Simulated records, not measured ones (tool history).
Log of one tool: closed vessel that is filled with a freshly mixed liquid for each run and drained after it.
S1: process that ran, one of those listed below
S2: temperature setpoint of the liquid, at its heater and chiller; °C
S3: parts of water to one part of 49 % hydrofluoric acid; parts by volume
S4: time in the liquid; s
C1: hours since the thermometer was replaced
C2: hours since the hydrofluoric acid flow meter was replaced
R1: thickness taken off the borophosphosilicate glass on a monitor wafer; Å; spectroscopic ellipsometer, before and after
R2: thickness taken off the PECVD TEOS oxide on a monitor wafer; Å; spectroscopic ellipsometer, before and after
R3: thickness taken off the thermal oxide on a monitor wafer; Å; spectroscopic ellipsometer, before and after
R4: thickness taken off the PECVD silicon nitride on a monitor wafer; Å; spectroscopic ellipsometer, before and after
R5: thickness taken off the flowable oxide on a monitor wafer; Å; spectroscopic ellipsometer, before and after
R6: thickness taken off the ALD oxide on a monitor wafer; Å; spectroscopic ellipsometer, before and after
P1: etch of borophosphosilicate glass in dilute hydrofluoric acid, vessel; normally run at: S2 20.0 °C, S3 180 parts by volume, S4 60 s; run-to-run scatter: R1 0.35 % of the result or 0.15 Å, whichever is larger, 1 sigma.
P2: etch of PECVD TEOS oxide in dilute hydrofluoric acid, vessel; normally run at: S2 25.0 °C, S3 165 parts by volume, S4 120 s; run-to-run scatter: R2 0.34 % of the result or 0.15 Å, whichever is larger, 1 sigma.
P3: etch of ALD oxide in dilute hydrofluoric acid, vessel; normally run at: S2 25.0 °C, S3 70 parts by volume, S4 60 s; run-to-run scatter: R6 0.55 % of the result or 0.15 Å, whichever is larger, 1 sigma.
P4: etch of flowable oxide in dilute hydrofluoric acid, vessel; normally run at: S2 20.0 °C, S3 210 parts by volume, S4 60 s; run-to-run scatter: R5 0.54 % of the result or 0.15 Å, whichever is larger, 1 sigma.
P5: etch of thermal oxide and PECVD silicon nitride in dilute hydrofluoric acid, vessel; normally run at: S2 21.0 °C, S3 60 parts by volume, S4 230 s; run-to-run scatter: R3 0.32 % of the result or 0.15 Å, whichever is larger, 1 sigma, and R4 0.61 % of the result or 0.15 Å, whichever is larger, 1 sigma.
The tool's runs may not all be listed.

run   hour  S1    S2   S3   S4      C1     C2       R1       R2       R3      R4      R5       R6
  1    3.2  P1  20.0  180   60  1843.7  302.6  166.840
  2    6.5  P2  25.0  165   55  1847.0  305.9            85.967
  3   11.2  P5  21.0  105  230  1851.7  310.6                     92.524  29.843
  4   16.3  P1  20.0  180   60  1856.8  315.7  168.030
  5   20.1  P2  25.0  165  120  1860.6  319.5           185.800
  6   23.1  P2  25.0   80  120  1863.6  322.5           423.010
  7   27.9  P1  17.0  180   95  1868.4  327.3  235.540
  8   30.3  P4  20.0  210   60  1870.8  329.7                                     79.001
  9   34.0  P3  25.0  115   60  1874.5  333.4                                             106.850
 10   37.9  P1  17.0  180  115  1878.4  337.3  286.580
 11   41.7  P1  20.0  180   60  1882.2  341.1  168.490
 12   46.5  P4  24.5  210   60  1887.0  345.9                                     93.669
 13   49.9  P3  17.5   70   60  1890.4  349.3                                             134.780
 14   54.8  P1  20.0  320   60  1895.3  354.2   82.993
 15   57.6  P5  21.0   60  230  1898.1  357.0                    171.170  51.793
 16   62.8  P1  20.0  180   60  1903.3  362.2  167.520
 17   66.9  P5  21.0   60  230  1907.4  366.3                    171.410  52.529
 18   71.4  P1  17.0  245   60  1911.9  370.8  103.430
 19   76.0  P3  25.0   70   30  1916.5  375.4                                              92.685
 20   79.1  P5  21.0   60  115  1919.6  378.5                     85.677  26.147
 21   81.9  P1  17.0  180   60  1922.4  381.3  149.850
 22   84.7  P5  27.5   60  230  1925.2  384.1                    222.330  80.917
 23   88.2  P1  20.0  180   90  1928.7  387.6  251.040
 24   92.8  P4  20.0  210   60  1933.3  392.2                                     78.996
 25   97.8  P1  20.0  180   60  1938.3  397.2  167.220
 26  101.1  P3  25.0   70   60  1941.6  400.5                                             186.080
 27  104.6  P1  20.0  180   30  1945.1  404.0   83.912
 28  108.5  P4  20.0  315   60  1949.0  407.9                                     46.825
 29  112.4  P1  20.0   90   60  1952.9  411.8  366.350
 30  115.6  P2  32.0  165  120  1956.1  415.0           239.880
 31  119.1  P1  20.0  180   60  1959.6  418.5  167.700
 32  123.3  P1  27.0  180   60  1963.8  422.7  217.670
 33  127.7  P4  20.0  210   30  1968.2  427.1                                     39.165
 34  131.8  P1  20.0  180   60  1972.3  431.2  168.720
 35  135.0  P1  20.0  180   60  1975.5  434.4  164.100

Run 36 comes next. What will it give?
 36  139.7  P1  20.0  180  60  1980.2  439.1   ?

{"run 36": {"R1": 161.76}}
